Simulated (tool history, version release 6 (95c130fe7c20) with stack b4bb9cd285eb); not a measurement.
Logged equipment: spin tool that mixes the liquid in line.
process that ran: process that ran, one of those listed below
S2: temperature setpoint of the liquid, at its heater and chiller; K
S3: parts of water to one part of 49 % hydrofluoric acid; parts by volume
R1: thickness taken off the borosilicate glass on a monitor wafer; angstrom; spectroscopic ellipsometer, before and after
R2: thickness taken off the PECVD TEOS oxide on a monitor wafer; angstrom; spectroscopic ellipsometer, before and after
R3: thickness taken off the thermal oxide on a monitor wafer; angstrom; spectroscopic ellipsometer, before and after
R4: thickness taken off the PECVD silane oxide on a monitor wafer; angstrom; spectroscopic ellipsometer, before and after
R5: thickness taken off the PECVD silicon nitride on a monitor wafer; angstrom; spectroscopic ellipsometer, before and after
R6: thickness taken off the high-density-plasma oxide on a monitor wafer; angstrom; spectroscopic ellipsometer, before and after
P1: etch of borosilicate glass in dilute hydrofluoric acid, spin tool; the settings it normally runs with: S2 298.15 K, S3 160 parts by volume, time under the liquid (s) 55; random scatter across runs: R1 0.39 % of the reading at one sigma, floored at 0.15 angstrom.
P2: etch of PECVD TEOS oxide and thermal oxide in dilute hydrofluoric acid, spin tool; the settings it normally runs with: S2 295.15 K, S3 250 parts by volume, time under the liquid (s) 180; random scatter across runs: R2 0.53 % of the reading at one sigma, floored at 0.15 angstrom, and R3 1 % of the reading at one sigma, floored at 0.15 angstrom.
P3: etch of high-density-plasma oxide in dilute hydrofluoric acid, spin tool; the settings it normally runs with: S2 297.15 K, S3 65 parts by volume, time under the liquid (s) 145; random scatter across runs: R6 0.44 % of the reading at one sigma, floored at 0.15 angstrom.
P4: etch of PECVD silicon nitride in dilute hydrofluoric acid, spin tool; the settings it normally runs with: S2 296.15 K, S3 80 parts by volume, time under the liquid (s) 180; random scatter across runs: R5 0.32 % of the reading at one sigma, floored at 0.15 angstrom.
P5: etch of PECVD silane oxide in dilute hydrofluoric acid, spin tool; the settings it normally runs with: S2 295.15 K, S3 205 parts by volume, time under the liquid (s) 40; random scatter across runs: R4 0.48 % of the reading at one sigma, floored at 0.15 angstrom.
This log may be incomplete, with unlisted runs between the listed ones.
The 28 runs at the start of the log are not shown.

Run 29, hour 248.8: process that ran P5, S2 295.15 K, S3 205 parts by volume, time under the liquid (s) 40. Result: R4 70.632 angstrom.
Run 30, hour 261.1: process that ran P5, S2 290.15 K, S3 205 parts by volume, time under the liquid (s) 40. Result: R4 58.216 angstrom.
Run 31, hour 271.2: process that ran P1, S2 298.15 K, S3 160 parts by volume, time under the liquid (s) 55. Result: R1 110.750 angstrom.
Run 32, hour 280.4: process that ran P1, S2 298.15 K, S3 160 parts by volume, time under the liquid (s) 55. Result: R1 115.100 angstrom.
Run 33, hour 292.2: process that ran P1, S2 298.15 K, S3 160 parts by volume, time under the liquid (s) 55. Result: R1 116.460 angstrom.
Run 34, hour 298.8: process that ran P1, S2 298.15 K, S3 160 parts by volume, time under the liquid (s) 55. Result: R1 117.610 angstrom.
Run 35, hour 311.3: process that ran P1, S2 298.15 K, S3 160 parts by volume, time under the liquid (s) 55. Result: R1 117.830 angstrom.
Run 36, hour 323.7: process that ran P1, S2 298.15 K, S3 160 parts by volume, time under the liquid (s) 55. Result: R1 117.980 angstrom.
Run 37, hour 330.7: process that ran P1, S2 298.15 K, S3 160 parts by volume, time under the liquid (s) 55. Result: R1 118.220 angstrom.

What will run 38 give?
Run 38, hour 337.1: process that ran P1, S2 298.15 K, S3 160 parts by volume, time under the liquid (s) 55. Result: R1 ?.

R1: 118.490 angstrom

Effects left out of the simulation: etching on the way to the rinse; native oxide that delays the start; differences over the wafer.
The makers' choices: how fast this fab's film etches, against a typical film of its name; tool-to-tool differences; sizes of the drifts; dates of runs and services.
